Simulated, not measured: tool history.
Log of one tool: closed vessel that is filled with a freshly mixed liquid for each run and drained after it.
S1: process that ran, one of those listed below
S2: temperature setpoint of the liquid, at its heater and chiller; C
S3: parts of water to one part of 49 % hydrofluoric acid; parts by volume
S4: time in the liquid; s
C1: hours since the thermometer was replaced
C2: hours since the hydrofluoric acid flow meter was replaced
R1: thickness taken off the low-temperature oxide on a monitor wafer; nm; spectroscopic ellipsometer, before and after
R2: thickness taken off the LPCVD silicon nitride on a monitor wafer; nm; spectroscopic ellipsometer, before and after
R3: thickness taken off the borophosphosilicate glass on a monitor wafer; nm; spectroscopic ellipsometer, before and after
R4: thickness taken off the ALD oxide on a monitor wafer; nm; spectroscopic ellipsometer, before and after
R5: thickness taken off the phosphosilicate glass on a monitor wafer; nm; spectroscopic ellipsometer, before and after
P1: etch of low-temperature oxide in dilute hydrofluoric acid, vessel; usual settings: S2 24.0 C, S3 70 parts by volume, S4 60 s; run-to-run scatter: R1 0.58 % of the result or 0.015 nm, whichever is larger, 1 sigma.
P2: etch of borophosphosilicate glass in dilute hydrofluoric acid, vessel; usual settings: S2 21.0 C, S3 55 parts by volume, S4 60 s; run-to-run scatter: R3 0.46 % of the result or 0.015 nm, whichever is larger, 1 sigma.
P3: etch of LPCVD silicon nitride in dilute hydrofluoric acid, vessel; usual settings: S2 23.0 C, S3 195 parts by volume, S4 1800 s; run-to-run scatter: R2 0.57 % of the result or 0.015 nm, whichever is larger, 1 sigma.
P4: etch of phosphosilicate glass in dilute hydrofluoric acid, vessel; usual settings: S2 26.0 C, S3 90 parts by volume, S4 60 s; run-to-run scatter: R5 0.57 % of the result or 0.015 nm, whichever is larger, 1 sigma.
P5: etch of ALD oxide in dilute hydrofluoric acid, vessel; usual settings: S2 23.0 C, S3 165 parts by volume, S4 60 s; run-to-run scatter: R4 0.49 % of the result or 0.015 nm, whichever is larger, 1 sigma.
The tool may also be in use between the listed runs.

run,hour,S1,S2,S3,S4,C1,C2,R1,R2,R3,R4,R5
1,12.7,P1,24.0,70,60,490.5,1203.4,31.582,,,,
2,28.7,P1,28.5,70,60,506.5,1219.4,37.540,,,,
3,40.6,P1,24.0,70,60,518.4,1231.3,31.412,,,,
4,54.8,P3,23.0,195,3485,532.6,1245.5,,8.8624,,,
5,62.8,P1,24.0,70,105,540.6,1253.5,54.799,,,,
6,75.3,P1,17.0,70,95,553.1,1266.0,37.579,,,,
7,86.9,P3,23.0,30,1800,564.7,1277.6,,28.5690,,,
8,97.9,P1,24.0,70,60,575.7,1288.6,31.765,,,,
9,110.2,P2,21.0,20,60,588.0,1300.9,,,163.130,,
10,121.1,P3,23.0,195,1800,598.9,1311.8,,4.5642,,,
11,134.9,P5,23.0,165,60,612.7,1325.6,,,,10.439,
12,142.5,P2,21.0,55,110,620.3,1333.2,,,104.400,,
13,150.7,P4,30.5,90,60,628.5,1341.4,,,,,54.061
14,160.3,P1,24.0,115,60,638.1,1351.0,18.174,,,,
15,174.5,P3,30.0,195,1800,652.3,1365.2,,7.0511,,,
16,182.6,P5,23.0,165,110,660.4,1373.3,,,,19.228,
17,192.6,P4,26.0,90,60,670.4,1383.3,,,,,45.057
18,206.2,P4,26.0,30,60,684.0,1396.9,,,,,147.990
19,219.6,P1,30.0,70,115,697.4,1410.3,76.436,,,,
20,227.7,P1,24.0,70,60,705.5,1418.4,31.795,,,,
21,236.3,P2,21.0,55,60,714.1,1427.0,,,56.748,,
22,251.0,P3,23.0,195,1800,728.8,1441.7,,4.5781,,,
23,266.5,P5,29.5,165,60,744.3,1457.2,,,,13.194,
24,274.5,P1,18.5,70,60,752.3,1465.2,25.208,,,,
25,288.9,P4,26.0,90,60,766.7,1479.6,,,,,45.857
26,299.1,P1,24.0,70,30,776.9,1489.8,15.911,,,,
27,315.8,P2,17.0,55,60,793.6,1506.5,,,47.963,,
28,331.7,P1,24.0,45,60,809.5,1522.4,50.840,,,,
29,347.3,P5,23.0,45,60,825.1,1538.0,,,,44.018,
30,356.8,P4,26.0,90,30,834.6,1547.5,,,,,22.852
31,370.4,P1,28.0,110,60,848.2,1561.1,22.269,,,,
32,386.0,P1,24.0,70,60,863.8,1576.7,31.613,,,,
33,400.4,P1,24.0,70,60,878.2,1591.1,31.753,,,,

Run 34 comes next. What will it give?
34,410.6,P1,24.0,70,60,888.4,1601.3,?,,,,

{"run 34": {"R1": 31.677}}
